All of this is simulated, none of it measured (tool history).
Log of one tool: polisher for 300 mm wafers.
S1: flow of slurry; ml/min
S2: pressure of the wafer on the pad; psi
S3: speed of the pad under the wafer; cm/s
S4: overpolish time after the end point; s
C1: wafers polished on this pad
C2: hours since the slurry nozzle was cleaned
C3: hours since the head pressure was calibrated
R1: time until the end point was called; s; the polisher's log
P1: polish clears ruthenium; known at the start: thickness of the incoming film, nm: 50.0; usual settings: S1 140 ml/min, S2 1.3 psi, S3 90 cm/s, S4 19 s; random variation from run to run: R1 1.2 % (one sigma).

run	hour	S1	S2	S3	S4	C1	C2	C3	R1
1	8.3	140	1.3	90	19	414	146.1	523	66.812
2	23.2	140	1.9	90	19	506	161	537.9	44.387
3	31.6	140	1.3	90	32	558	169.4	546.3	67.164
4	48	140	0.7	90	19	659	185.8	562.7	127.57
5	65.1	140	1.3	90	19	764	202.9	579.8	67.509
6	78.9	140	1.3	90	19	849	216.7	593.6	66.257
7	92.9	140	0.6	90	10	936	230.7	607.6	145.26
8	103.9	140	1.3	90	7	1003	241.7	618.6	66.46
9	122.1	85	1.3	134	19	1116	259.9	636.8	49.871
10	133.1	205	1.3	90	19	1183	270.9	647.8	63.77
11	146.8	140	1.3	40	19	1268	284.6	661.5	150.92
# hour 154.5: slurry nozzle cleaned
12	154.7	85	1.3	90	19	1317	0.3	669.4	74.705
13	168.7	175	1.9	90	19	1403	14.3	683.4	44.393
14	179.6	140	1.3	90	19	1470	25.2	694.3	67.173

Forecast run 15:
15	191.9	140	1.3	90	19	1546	37.5	706.6	?

Run 15 gave R1 67.991 s.
